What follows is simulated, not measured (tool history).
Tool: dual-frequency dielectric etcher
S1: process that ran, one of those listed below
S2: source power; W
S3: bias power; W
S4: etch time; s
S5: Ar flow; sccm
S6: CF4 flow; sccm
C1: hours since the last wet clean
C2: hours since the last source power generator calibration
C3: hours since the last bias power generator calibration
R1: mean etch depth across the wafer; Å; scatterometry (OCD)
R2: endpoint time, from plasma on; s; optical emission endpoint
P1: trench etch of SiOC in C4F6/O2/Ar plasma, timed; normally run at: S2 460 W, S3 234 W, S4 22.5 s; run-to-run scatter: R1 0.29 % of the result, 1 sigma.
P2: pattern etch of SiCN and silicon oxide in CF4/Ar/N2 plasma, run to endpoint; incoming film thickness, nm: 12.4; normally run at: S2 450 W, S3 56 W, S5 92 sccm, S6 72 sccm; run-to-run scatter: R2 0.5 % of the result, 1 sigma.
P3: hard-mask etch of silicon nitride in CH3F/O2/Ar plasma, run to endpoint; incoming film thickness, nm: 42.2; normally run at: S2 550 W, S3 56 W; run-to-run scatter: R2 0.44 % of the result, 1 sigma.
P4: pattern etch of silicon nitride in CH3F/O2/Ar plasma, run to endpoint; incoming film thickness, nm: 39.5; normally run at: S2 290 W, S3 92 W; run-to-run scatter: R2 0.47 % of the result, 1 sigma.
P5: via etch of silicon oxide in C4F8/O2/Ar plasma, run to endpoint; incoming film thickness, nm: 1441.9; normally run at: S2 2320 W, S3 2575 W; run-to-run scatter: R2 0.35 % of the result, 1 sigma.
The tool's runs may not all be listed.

run 1 hour=10.3 | S1=P1 S2=460 S3=234 S4=22.5 | C1=202.6 C2=3144.9 C3=2209.1 | R1=540.37
run 2 hour=24.1 | S1=P2 S2=350 S3=56 S5=92 S6=72 | C1=216.4 C2=3158.7 C3=2222.9 | R2=20.001
run 3 hour=30.5 | S1=P1 S2=270 S3=190 S4=22.5 | C1=222.8 C2=3165.1 C3=2229.3 | R1=410.39
run 4 hour=37.8 | S1=P3 S2=680 S3=56 | C1=230.1 C2=3172.4 C3=2236.6 | R2=52.896
run 5 hour=51.9 | S1=P1 S2=590 S3=234 S4=22.5 | C1=244.2 C2=3186.5 C3=2250.7 | R1=596.11
run 6 hour=62.2 | S1=P4 S2=210 S3=92 | C1=254.5 C2=3196.8 C3=2261.0 | R2=67.130
run 7 hour=74.8 | S1=P2 S2=450 S3=56 S5=73 S6=72 | C1=267.1 C2=3209.4 C3=2273.6 | R2=15.473
run 8 hour=85.6 | S1=P1 S2=270 S3=234 S4=30.5 | C1=277.9 C2=3220.2 C3=2284.4 | R1=598.44
run 9 hour=95.1 | S1=P2 S2=450 S3=56 S5=92 S6=86 | C1=287.4 C2=3229.7 C3=2293.9 | R2=15.642
run 10 hour=101.8 | S1=P5 S2=2950 S3=2575 | C1=294.1 C2=3236.4 C3=2300.6 | R2=222.200
run 11 hour=108.7 | S1=P1 S2=460 S3=234 S4=22.5 | C1=301.0 C2=3243.3 C3=2307.5 | R1=543.08
run 12 hour=121.4 | S1=P5 S2=2320 S3=2575 | C1=313.7 C2=3256.0 C3=2320.2 | R2=247.690
run 13 hour=131.9 | S1=P1 S2=460 S3=234 S4=22.5 | C1=324.2 C2=3266.5 C3=2330.7 | R1=541.28
run 14 hour=141.0 | S1=P3 S2=550 S3=37 | C1=333.3 C2=3275.6 C3=2339.8 | R2=64.212
run 15 hour=148.4 | S1=P1 S2=460 S3=234 S4=22.5 | C1=340.7 C2=3283.0 C3=2347.2 | R1=543.04
run 16 hour=161.0 | S1=P1 S2=460 S3=234 S4=22.5 | C1=353.3 C2=3295.6 C3=2359.8 | R1=541.40
run 17 hour=171.7 | S1=P2 S2=450 S3=37 S5=92 S6=72 | C1=364.0 C2=3306.3 C3=2370.5 | R2=18.084
run 18 hour=181.2 | S1=P4 S2=290 S3=92 | C1=373.5 C2=3315.8 C3=2380.0 | R2=59.792
run 19 hour=188.7 | S1=P2 S2=450 S3=56 S5=92 S6=72 | C1=381.0 C2=3323.3 C3=2387.5 | R2=16.059
run 20 hour=201.3 | S1=P1 S2=460 S3=309 S4=22.5 | C1=393.6 C2=3335.9 C3=2400.1 | R1=596.12
run 21 hour=215.6 | S1=P1 S2=460 S3=234 S4=33.0 | C1=407.9 C2=3350.2 C3=2414.4 | R1=793.68
run 22 hour=229.7 | S1=P1 S2=270 S3=234 S4=22.5 | C1=422.0 C2=3364.3 C3=2428.5 | R1=440.68
run 23 hour=240.9 | S1=P4 S2=290 S3=120 | C1=433.2 C2=3375.5 C3=2439.7 | R2=53.908
run 24 hour=250.4 | S1=P1 S2=460 S3=234 S4=22.5 | C1=442.7 C2=3385.0 C3=2449.2 | R1=539.98
run 25 hour=264.4 | S1=P3 S2=550 S3=56 | C1=456.7 C2=3399.0 C3=2463.2 | R2=57.006
run 26 hour=277.1 | S1=P1 S2=460 S3=234 S4=14.0 | C1=469.4 C2=3411.7 C3=2475.9 | R1=336.64
run 27 hour=284.3 | S1=P1 S2=460 S3=156 S4=22.5 | C1=476.6 C2=3418.9 C3=2483.1 | R1=473.38
run 28 hour=292.1 | S1=P5 S2=2320 S3=3242 | C1=484.4 C2=3426.7 C3=2490.9 | R2=229.460
run 29 hour=301.9 | S1=P1 S2=460 S3=234 S4=22.5 | C1=494.2 C2=3436.5 C3=2500.7 | R1=538.42
run 30 hour=311.8 | S1=P1 S2=460 S3=234 S4=22.5 | C1=504.1 C2=3446.4 C3=2510.6 | R1=544.25
run 31 hour=324.9 | S1=P1 S2=460 S3=234 S4=22.5 | C1=517.2 C2=3459.5 C3=2523.7 | R1=545.78
run 32 hour=331.6 | S1=P1 S2=460 S3=234 S4=22.5 | C1=523.9 C2=3466.2 C3=2530.4 | R1=548.27
run 33 hour=338.5 | S1=P1 S2=460 S3=234 S4=22.5 | C1=530.8 C2=3473.1 C3=2537.3 | R1=548.95
-- hour=341.5 wet clean of the chamber
run 34 hour=348.6 | S1=P1 S2=460 S3=234 S4=22.5 | C1=7.1 C2=3483.2 C3=2547.4 | R1=549.02
run 35 hour=361.3 | S1=P1 S2=460 S3=234 S4=22.5 | C1=19.8 C2=3495.9 C3=2560.1 | R1=548.01

What P1 gives has crept away from where it was. These 2 causes fit the log equally well, each at the size given:
A: bias power that arrives over what is set, % = 4.51
B: source power that arrives over what is set, % = 3.88
The creep began at about hour 301.9.
Why every other cause is out:
chamber walls in a state that raises the etch rate, %: serviced at hour 341.5, which brought nothing back

4 check runs are offered, each on 5 wafers whose results are averaged, their results left as question marks. Which one tells the causes apart?
run check 1 hour=374.0 | S1=P2 S2=450 S3=56 S5=92 S6=72 | R2=?
run check 2 hour=374.0 | S1=P4 S2=290 S3=92 | R2=?
run check 3 hour=374.0 | S1=P5 S2=2320 S3=2575 | R2=?
run check 4 hour=374.0 | S1=P3 S2=550 S3=56 | R2=?

What each check would give under each cause:
check=check_1 result=R2 if_A=15.827 if_B=15.513
check=check_2 result=R2 if_A=58.546 if_B=58.674
check=check_3 result=R2 if_A=243.100 if_B=242.660
check=check_4 result=R2 if_A=56.228 if_B=56.176
How far apart the two closest causes lie, in the result that separates them most: check 1 2 %; check 2 0.22 %; check 3 0.18 %; check 4 0.09 %
Only check 1 tells the causes apart: in the others they would give nearly the same result.

Check 1 was then run and gave: R2 15.445 s. Which cause is it?

It is B: source power that arrives over what is set, %.

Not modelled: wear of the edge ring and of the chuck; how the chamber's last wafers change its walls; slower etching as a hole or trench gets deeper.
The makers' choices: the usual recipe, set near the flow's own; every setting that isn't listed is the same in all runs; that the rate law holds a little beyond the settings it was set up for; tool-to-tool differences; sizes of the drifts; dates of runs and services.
